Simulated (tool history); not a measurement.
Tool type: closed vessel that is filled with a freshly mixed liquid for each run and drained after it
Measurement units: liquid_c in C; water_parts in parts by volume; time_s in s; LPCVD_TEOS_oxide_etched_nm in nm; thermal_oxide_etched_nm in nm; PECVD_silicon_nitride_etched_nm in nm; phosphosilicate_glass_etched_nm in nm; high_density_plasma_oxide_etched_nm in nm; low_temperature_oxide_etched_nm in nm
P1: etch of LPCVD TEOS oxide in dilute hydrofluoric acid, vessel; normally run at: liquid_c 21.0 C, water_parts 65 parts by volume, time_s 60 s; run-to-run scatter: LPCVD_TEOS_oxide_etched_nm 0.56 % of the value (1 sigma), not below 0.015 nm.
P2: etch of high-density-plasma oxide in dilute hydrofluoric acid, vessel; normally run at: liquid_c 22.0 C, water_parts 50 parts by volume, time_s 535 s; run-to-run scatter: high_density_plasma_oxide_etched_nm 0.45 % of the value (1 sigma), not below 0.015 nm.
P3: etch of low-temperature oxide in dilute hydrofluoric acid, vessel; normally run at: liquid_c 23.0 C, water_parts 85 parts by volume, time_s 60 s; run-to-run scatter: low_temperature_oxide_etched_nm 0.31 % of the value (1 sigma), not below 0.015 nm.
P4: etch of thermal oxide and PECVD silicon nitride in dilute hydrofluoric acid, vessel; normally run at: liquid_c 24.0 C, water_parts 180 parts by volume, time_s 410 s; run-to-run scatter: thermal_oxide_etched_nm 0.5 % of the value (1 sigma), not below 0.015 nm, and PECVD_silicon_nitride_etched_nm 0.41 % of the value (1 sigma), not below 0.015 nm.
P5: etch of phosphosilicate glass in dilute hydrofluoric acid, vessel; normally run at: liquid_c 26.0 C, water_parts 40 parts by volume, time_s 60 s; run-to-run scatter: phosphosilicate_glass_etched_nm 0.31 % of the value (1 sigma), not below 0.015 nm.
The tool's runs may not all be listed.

run,hour,process,liquid_c,water_parts,time_s,hours since the thermometer was replaced,hours since the hydrofluoric acid flow meter was replaced,LPCVD_TEOS_oxide_etched_nm,thermal_oxide_etched_nm,PECVD_silicon_nitride_etched_nm,phosphosilicate_glass_etched_nm,high_density_plasma_oxide_etched_nm,low_temperature_oxide_etched_nm
1,11.5,P1,21.0,65,60,305.6,258.2,31.401,,,,,
2,24.1,P4,24.0,180,410,318.2,270.8,,9.8900,5.5069,,,
3,34.7,P4,24.0,180,130,328.8,281.4,,3.0870,1.7397,,,
4,41.6,P5,30.0,40,60,335.7,288.3,,,,400.29,,
5,55.7,P2,22.0,50,30,349.8,302.4,,,,,3.0893,
6,68.2,P2,22.0,25,535,362.3,314.9,,,,,113.8700,
7,80.7,P1,29.0,65,60,374.8,327.4,43.747,,,,,
8,91.8,P1,21.0,65,60,385.9,338.5,31.794,,,,,
9,100.5,P5,26.0,65,60,394.6,347.2,,,,201.83,,
# hour 111.3: hydrofluoric acid flow meter replaced
10,113.0,P3,23.0,85,30,407.1,1.8,,,,,,11.340
11,124.1,P1,21.0,65,60,418.2,12.9,31.529,,,,,
12,137.8,P1,21.0,25,60,431.9,26.6,86.799,,,,,
13,143.8,P4,20.5,180,410,437.9,32.6,,8.6725,4.3883,,,
14,153.5,P3,23.0,25,60,447.6,42.3,,,,,,83.531
15,160.5,P1,21.0,65,30,454.6,49.3,15.693,,,,,
16,170.6,P3,23.0,85,60,464.7,59.4,,,,,,22.750
17,179.7,P3,30.5,85,60,473.8,68.5,,,,,,30.466
18,186.4,P5,26.0,40,85,480.5,75.2,,,,483.91,,
19,195.8,P2,22.0,50,535,489.9,84.6,,,,,55.1840,
20,208.1,P4,24.0,35,410,502.2,96.9,,60.9250,27.5320,,,
21,218.4,P1,17.0,90,60,512.5,107.2,18.668,,,,,
22,226.2,P1,21.0,65,60,520.3,115.0,31.422,,,,,
23,236.3,P1,21.0,65,60,530.4,125.1,31.356,,,,,
24,245.1,P5,26.0,40,60,539.2,133.9,,,,342.10,,
25,257.5,P5,26.0,40,60,551.6,146.3,,,,341.44,,
26,268.4,P1,21.0,65,100,562.5,157.2,52.262,,,,,
27,282.4,P2,22.0,50,535,576.5,171.2,,,,,55.0290,
28,290.0,P1,17.0,65,60,584.1,178.8,26.368,,,,,
29,296.2,P1,21.0,65,60,590.3,185.0,31.340,,,,,
30,303.2,P1,21.0,110,60,597.3,192.0,17.808,,,,,

The next listed run, before its measurement:
31,313.3,P2,17.0,50,535,607.4,202.1,,,,,?,

high_density_plasma_oxide_etched_nm: 44.4830 nm
